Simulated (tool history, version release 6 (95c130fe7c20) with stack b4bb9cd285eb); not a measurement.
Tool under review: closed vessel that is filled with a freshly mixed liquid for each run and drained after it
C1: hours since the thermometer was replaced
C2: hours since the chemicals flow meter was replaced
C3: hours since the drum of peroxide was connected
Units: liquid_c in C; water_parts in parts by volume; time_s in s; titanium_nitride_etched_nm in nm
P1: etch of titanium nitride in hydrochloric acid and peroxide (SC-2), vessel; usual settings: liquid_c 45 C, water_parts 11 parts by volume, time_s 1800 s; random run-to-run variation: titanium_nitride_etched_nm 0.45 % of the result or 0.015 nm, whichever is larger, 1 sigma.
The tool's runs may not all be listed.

{"run": 1, "hour": 8.8, "liquid_c": 45, "water_parts": 11, "time_s": 1800, "C1": 1215.7, "C2": 325.5, "C3": 837.9, "titanium_nitride_etched_nm": 43.371}
{"run": 2, "hour": 20.6, "liquid_c": 59.5, "water_parts": 11, "time_s": 1800, "C1": 1227.5, "C2": 337.3, "C3": 849.7, "titanium_nitride_etched_nm": 113.08}
{"run": 3, "hour": 31.9, "liquid_c": 58, "water_parts": 11, "time_s": 270, "C1": 1238.8, "C2": 348.6, "C3": 861, "titanium_nitride_etched_nm": 15.355}
{"run": 4, "hour": 40.1, "liquid_c": 45, "water_parts": 11, "time_s": 1800, "C1": 1247, "C2": 356.8, "C3": 869.2, "titanium_nitride_etched_nm": 43.599}
{"run": 5, "hour": 52.8, "liquid_c": 45, "water_parts": 11, "time_s": 1800, "C1": 1259.7, "C2": 369.5, "C3": 881.9, "titanium_nitride_etched_nm": 43.489}
{"run": 6, "hour": 58.9, "liquid_c": 53.5, "water_parts": 11, "time_s": 3150, "C1": 1265.8, "C2": 375.6, "C3": 888, "titanium_nitride_etched_nm": 135.66}
{"run": 7, "hour": 70.0, "liquid_c": 45, "water_parts": 11, "time_s": 155, "C1": 1276.9, "C2": 386.7, "C3": 899.1, "titanium_nitride_etched_nm": 3.7476}
{"run": 8, "hour": 81.4, "liquid_c": 45, "water_parts": 11, "time_s": 1800, "C1": 1288.3, "C2": 398.1, "C3": 910.5, "titanium_nitride_etched_nm": 43.834}
{"hour": 89.0, "done": "thermometer replaced"}
{"run": 9, "hour": 91.6, "liquid_c": 45, "water_parts": 18.5, "time_s": 1800, "C1": 2.6, "C2": 408.3, "C3": 920.7, "titanium_nitride_etched_nm": 27.686}
{"run": 10, "hour": 102.3, "liquid_c": 45, "water_parts": 11, "time_s": 2825, "C1": 13.3, "C2": 419, "C3": 931.4, "titanium_nitride_etched_nm": 68.561}
{"run": 11, "hour": 113.2, "liquid_c": 35, "water_parts": 11, "time_s": 1800, "C1": 24.2, "C2": 429.9, "C3": 942.3, "titanium_nitride_etched_nm": 21.457}
{"run": 12, "hour": 125.0, "liquid_c": 45, "water_parts": 11, "time_s": 1800, "C1": 36, "C2": 441.7, "C3": 954.1, "titanium_nitride_etched_nm": 43.503}
{"run": 13, "hour": 137.2, "liquid_c": 45, "water_parts": 16, "time_s": 690, "C1": 48.2, "C2": 453.9, "C3": 966.3, "titanium_nitride_etched_nm": 12.035}
{"run": 14, "hour": 147.9, "liquid_c": 45, "water_parts": 11, "time_s": 1800, "C1": 58.9, "C2": 464.6, "C3": 977, "titanium_nitride_etched_nm": 43.487}
{"run": 15, "hour": 158.6, "liquid_c": 45, "water_parts": 4, "time_s": 1800, "C1": 69.6, "C2": 475.3, "C3": 987.7, "titanium_nitride_etched_nm": 94.053}
{"run": 16, "hour": 165.2, "liquid_c": 45, "water_parts": 11, "time_s": 1800, "C1": 76.2, "C2": 481.9, "C3": 994.3, "titanium_nitride_etched_nm": 43.707}
{"run": 17, "hour": 171.0, "liquid_c": 45, "water_parts": 11, "time_s": 1800, "C1": 82, "C2": 487.7, "C3": 1000.1, "titanium_nitride_etched_nm": 43.58}
{"run": 18, "hour": 179.0, "liquid_c": 45, "water_parts": 11, "time_s": 1800, "C1": 90, "C2": 495.7, "C3": 1008.1, "titanium_nitride_etched_nm": 42.523}
{"run": 19, "hour": 186.7, "liquid_c": 45, "water_parts": 11, "time_s": 1800, "C1": 97.7, "C2": 503.4, "C3": 1015.8, "titanium_nitride_etched_nm": 41.655}
{"run": 20, "hour": 193.4, "liquid_c": 45, "water_parts": 11, "time_s": 1800, "C1": 104.4, "C2": 510.1, "C3": 1022.5, "titanium_nitride_etched_nm": 41.234}
{"run": 21, "hour": 202.2, "liquid_c": 45, "water_parts": 11, "time_s": 1800, "C1": 113.2, "C2": 518.9, "C3": 1031.3, "titanium_nitride_etched_nm": 40.871}
{"run": 22, "hour": 208.3, "liquid_c": 45, "water_parts": 11, "time_s": 1800, "C1": 119.3, "C2": 525, "C3": 1037.4, "titanium_nitride_etched_nm": 40.643}
{"run": 23, "hour": 217.8, "liquid_c": 45, "water_parts": 11, "time_s": 1800, "C1": 128.8, "C2": 534.5, "C3": 1046.9, "titanium_nitride_etched_nm": 40.44}
{"hour": 219.7, "done": "new drum of peroxide connected"}
{"run": 24, "hour": 225.6, "liquid_c": 45, "water_parts": 11, "time_s": 1800, "C1": 136.6, "C2": 542.3, "C3": 6, "titanium_nitride_etched_nm": 40.395}
{"run": 25, "hour": 236.8, "liquid_c": 45, "water_parts": 11, "time_s": 1800, "C1": 147.8, "C2": 553.5, "C3": 17.2, "titanium_nitride_etched_nm": 40.274}
{"run": 26, "hour": 242.9, "liquid_c": 45, "water_parts": 11, "time_s": 1800, "C1": 153.9, "C2": 559.6, "C3": 23.3, "titanium_nitride_etched_nm": 40.413}
{"run": 27, "hour": 255.3, "liquid_c": 45, "water_parts": 11, "time_s": 1800, "C1": 166.3, "C2": 572, "C3": 35.7, "titanium_nitride_etched_nm": 40.186}
{"run": 28, "hour": 268.0, "liquid_c": 45, "water_parts": 11, "time_s": 1800, "C1": 179, "C2": 584.7, "C3": 48.4, "titanium_nitride_etched_nm": 39.802}

What P1 gives has crept away from where it was. These 2 causes fit the log equally well, each at the size given:
A: liquid colder than its thermometer reads (K) = 1.2
B: chemicals flow below the setpoint (%) = 9.25
Creep in the process output first set in at about hour 171.
Other possible causes, and why each is ruled out:
peroxide weaker than its label (%): work on it at hour 219.7, done after the drift set in, did not restore what the process gave before

Which of the 4 check runs listed below, each an average over 2 wafers with its results shown as question marks, gives clearly different results under the different listed causes?
{"run": "check 1", "hour": 280.7, "liquid_c": 45, "water_parts": 17.5, "time_s": 185, "titanium_nitride_etched_nm": "?"}
{"run": "check 2", "hour": 280.7, "liquid_c": 59, "water_parts": 11, "time_s": 695, "titanium_nitride_etched_nm": "?"}
{"run": "check 3", "hour": 280.7, "liquid_c": 45, "water_parts": 18.5, "time_s": 815, "titanium_nitride_etched_nm": "?"}
{"run": "check 4", "hour": 280.7, "liquid_c": 35, "water_parts": 4, "time_s": 1800, "titanium_nitride_etched_nm": "?"}

Check results expected under each cause:
check=check_1 result=titanium_nitride_etched_nm if_A=2.745 if_B=2.7321
check=check_2 result=titanium_nitride_etched_nm if_A=39.177 if_B=38.915
check=check_3 result=titanium_nitride_etched_nm if_A=11.503 if_B=11.444
check=check_4 result=titanium_nitride_etched_nm if_A=42.433 if_B=43.401
Per-check spread between the two closest causes, in the result where they differ most: check 1 0.47 %; check 2 0.67 %; check 3 0.52 %; check 4 2.25 %
Only check 4 tells the causes apart: in the others they would give nearly the same result.

Check 4 has now been run. It gave: titanium_nitride_etched_nm 43.15 nm. Which of the candidate causes is it?

It was cause B: chemicals flow below the setpoint (%).

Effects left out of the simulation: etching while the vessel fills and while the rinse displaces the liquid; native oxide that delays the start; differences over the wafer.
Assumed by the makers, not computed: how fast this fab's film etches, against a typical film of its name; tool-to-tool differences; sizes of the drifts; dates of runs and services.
